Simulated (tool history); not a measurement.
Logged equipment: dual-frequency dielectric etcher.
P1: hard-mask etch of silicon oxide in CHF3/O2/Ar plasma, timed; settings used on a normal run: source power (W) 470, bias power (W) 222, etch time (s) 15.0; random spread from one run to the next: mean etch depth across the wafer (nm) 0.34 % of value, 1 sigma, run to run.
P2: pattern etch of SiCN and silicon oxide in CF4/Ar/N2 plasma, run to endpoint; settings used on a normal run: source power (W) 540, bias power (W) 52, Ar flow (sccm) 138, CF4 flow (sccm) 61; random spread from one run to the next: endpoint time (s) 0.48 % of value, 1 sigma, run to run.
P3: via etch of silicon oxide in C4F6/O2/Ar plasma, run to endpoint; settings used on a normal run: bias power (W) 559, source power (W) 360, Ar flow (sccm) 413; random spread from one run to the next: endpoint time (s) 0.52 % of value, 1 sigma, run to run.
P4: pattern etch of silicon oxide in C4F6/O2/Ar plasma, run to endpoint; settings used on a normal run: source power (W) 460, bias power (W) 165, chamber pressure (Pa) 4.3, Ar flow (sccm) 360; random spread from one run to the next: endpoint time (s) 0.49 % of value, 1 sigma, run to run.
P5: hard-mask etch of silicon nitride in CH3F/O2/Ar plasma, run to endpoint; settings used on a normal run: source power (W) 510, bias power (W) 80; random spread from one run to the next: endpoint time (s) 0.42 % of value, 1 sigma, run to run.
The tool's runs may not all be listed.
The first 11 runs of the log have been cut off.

run	day	process that ran	source power (W)	bias power (W)	etch time (s)	Ar flow (sccm)	CF4 flow (sccm)	chamber pressure (Pa)	hours since the last wet clean	hours since the last source power generator calibration	hours since the last bias power generator calibration	mean etch depth across the wafer (nm)	endpoint time (s)
12	1.662	P3	360	559		413			106.8	1144.6	3253.6		25.816
13	1.800	P2	540	63		138	61		110.1	1147.9	3256.9		14.195
14	1.912	P2	540	52		138	61		112.8	1150.6	3259.6		15.212
15	2.075	P2	720	52		138	61		116.7	1154.5	3263.5		11.767
16	2.192	P4	460	165		460		4.3	119.5	1157.3	3266.3		12.586
17	2.342	P5	510	80					123.1	1160.9	3269.9		50.530
18	2.450	P1	470	222	15.0				125.7	1163.5	3272.5	28.727	
19	2.600	P5	510	50					129.3	1167.1	3276.1		58.971
20	2.738	P4	270	165		360		4.3	132.6	1170.4	3279.4		15.158
21	2.904	P3	360	559		413			136.6	1174.4	3283.4		25.470

Run 22, settings as shown, results not yet in. Your forecast:
22	3.046	P5	720	80					140.0	1177.8	3286.8		?

{"run 22": {"endpoint time (s)": 44.164}}
